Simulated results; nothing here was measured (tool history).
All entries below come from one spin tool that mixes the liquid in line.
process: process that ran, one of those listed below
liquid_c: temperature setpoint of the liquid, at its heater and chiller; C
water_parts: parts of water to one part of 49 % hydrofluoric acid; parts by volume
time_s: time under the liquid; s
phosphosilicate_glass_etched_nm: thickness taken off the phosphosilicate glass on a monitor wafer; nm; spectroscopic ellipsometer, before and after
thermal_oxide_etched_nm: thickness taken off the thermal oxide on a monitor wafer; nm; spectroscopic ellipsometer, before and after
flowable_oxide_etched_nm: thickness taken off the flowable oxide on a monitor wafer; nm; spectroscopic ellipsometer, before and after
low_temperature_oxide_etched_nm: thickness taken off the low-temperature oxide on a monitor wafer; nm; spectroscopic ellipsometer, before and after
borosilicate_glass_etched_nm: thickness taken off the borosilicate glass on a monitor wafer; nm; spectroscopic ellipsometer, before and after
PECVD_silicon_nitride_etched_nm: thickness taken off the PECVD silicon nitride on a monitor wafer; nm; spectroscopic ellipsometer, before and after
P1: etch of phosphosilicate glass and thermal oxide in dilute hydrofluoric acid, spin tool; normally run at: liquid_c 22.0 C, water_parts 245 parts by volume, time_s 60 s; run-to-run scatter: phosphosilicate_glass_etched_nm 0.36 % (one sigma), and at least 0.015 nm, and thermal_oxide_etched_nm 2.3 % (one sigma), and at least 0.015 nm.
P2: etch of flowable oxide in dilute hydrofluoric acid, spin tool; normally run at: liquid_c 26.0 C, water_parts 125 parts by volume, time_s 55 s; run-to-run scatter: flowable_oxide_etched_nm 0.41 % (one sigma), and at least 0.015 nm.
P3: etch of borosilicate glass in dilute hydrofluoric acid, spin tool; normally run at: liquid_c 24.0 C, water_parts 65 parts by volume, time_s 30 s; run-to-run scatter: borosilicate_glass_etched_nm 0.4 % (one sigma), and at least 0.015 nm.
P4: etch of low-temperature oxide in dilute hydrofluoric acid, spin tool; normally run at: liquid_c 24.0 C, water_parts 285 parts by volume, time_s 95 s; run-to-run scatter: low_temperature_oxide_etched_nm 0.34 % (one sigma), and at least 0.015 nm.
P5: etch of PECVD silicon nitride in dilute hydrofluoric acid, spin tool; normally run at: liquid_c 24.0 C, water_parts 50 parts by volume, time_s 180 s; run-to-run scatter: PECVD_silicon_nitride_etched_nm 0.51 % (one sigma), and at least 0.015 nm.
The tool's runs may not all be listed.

run,hour,process,liquid_c,water_parts,time_s,phosphosilicate_glass_etched_nm,thermal_oxide_etched_nm,flowable_oxide_etched_nm,low_temperature_oxide_etched_nm,borosilicate_glass_etched_nm,PECVD_silicon_nitride_etched_nm
1,8.4,P1,22.0,245,60,31.8360,0.96012,,,,
2,19.0,P2,26.0,125,55,,,19.450,,,
3,31.8,P1,27.5,425,60,18.5600,0.54283,,,,
4,44.6,P4,28.0,285,95,,,,7.9822,,
5,56.1,P3,24.0,65,30,,,,,22.461,
6,64.9,P3,24.0,65,15,,,,,11.267,
7,82.7,P5,24.0,50,325,,,,,,16.3840
8,93.8,P1,17.0,245,60,26.2370,0.74451,,,,
9,105.0,P2,26.0,200,55,,,11.076,,,
10,116.3,P2,26.0,125,100,,,35.562,,,
11,126.7,P1,26.0,245,60,36.9110,1.06230,,,,
12,135.0,P2,26.0,125,55,,,19.505,,,
13,146.6,P1,22.0,245,30,15.8640,0.46421,,,,
14,160.4,P1,22.0,245,60,31.8230,0.95977,,,,
15,176.4,P1,17.5,245,15,6.7084,0.19050,,,,
16,189.9,P3,24.0,65,30,,,,,22.517,
17,202.6,P1,22.0,75,60,125.3200,3.73610,,,,
18,211.5,P4,24.0,440,95,,,,3.8710,,
19,221.9,P1,22.0,245,60,31.9970,0.96564,,,,
20,231.7,P5,24.0,90,180,,,,,,5.1329
21,249.7,P2,19.0,125,55,,,14.855,,,
22,261.5,P5,24.0,50,180,,,,,,9.0743
23,270.9,P4,24.0,285,95,,,,6.9533,,
24,284.4,P1,22.0,245,60,32.1220,0.90694,,,,
25,292.7,P1,17.0,360,60,16.2410,0.44955,,,,
26,301.8,P3,24.0,95,30,,,,,14.831,
27,311.0,P4,24.0,285,165,,,,12.0670,,
28,327.5,P1,22.0,245,60,31.8410,0.89141,,,,
29,345.1,P1,22.0,245,95,50.1410,1.45550,,,,
30,354.6,P3,30.0,65,30,,,,,28.640,
31,367.5,P1,22.0,345,60,20.5130,0.60041,,,,
32,376.6,P5,30.0,50,180,,,,,,13.5460
33,393.9,P1,22.0,245,60,31.7700,0.98264,,,,
34,411.3,P1,22.0,245,60,30.8670,0.90261,,,,
35,425.9,P1,22.0,245,60,30.5490,0.87977,,,,
36,433.9,P1,22.0,245,60,30.3040,0.88565,,,,

The next listed run, before its measurement:
37,445.5,P1,22.0,245,60,?,?,,,,

{"run 37": {"phosphosilicate_glass_etched_nm": 30.335, "thermal_oxide_etched_nm": 0.87436}}
